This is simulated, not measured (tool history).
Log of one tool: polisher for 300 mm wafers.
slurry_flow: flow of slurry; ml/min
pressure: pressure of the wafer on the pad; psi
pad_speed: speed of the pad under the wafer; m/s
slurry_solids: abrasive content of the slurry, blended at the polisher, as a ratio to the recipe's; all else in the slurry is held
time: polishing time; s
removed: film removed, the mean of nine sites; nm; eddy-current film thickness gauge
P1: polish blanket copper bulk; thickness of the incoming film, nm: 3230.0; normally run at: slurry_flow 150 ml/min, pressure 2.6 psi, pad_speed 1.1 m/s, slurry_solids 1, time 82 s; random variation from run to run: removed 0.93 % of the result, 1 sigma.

run,hour,slurry_flow,pressure,pad_speed,slurry_solids,time,wafers polished on this pad,hours since the slurry nozzle was cleaned,hours since the head pressure was calibrated,hours since the slurry blender was calibrated,removed
1,11.8,150,2.6,1.1,1,82,973,415.2,246.4,63.3,662.02
2,25.3,150,3.7,1.1,1,82,1115,428.7,259.9,76.8,940.82
3,35,150,2.6,1.1,1,82,1216,438.4,269.6,86.5,668.36
4,46.8,105,2.6,1.1,1,101,1340,450.2,281.4,98.3,767.7
5,57.6,150,2.6,1.1,0.55,82,1453,461,292.2,109.1,593.49
6,73.6,150,2.6,1.1,1,82,1620,477,308.2,125.1,672.01
7,81.6,150,2.6,1.1,1,82,1704,485,316.2,133.1,663.64
8,95.8,150,2.6,1.1,1,82,1853,499.2,330.4,147.3,660.84
9,107.1,150,2.6,1.1,1,82,1971,510.5,341.7,158.6,658.44
10,118.8,205,2.6,1.1,1,82,2094,522.2,353.4,170.3,687.76
11,132.8,150,2.6,0.5,1,82,2241,536.2,367.4,184.3,300.86
12,144,90,2.6,1.1,1,82,2358,547.4,378.6,195.5,592.39
# hour 156.9: head pressure recalibrated
13,159.1,150,2.6,1.1,1.35,82,2516,562.5,2.3,210.6,712.51
14,174.6,150,2.6,1.52,1,82,2678,578,17.8,226.1,912.4
15,182.3,150,2.6,1.1,1,107,2759,585.7,25.5,233.8,871.68
16,197.2,150,1.5,1.1,1,82,2915,600.6,40.4,248.7,379.26
17,210.5,150,2.6,1.1,1,82,3055,613.9,53.7,262,673.28

The next listed run, before its measurement:
18,218.6,150,2.6,1.1,1,54,3139,622,61.8,270.1,?

Run 18 gave removed 442.24 nm.

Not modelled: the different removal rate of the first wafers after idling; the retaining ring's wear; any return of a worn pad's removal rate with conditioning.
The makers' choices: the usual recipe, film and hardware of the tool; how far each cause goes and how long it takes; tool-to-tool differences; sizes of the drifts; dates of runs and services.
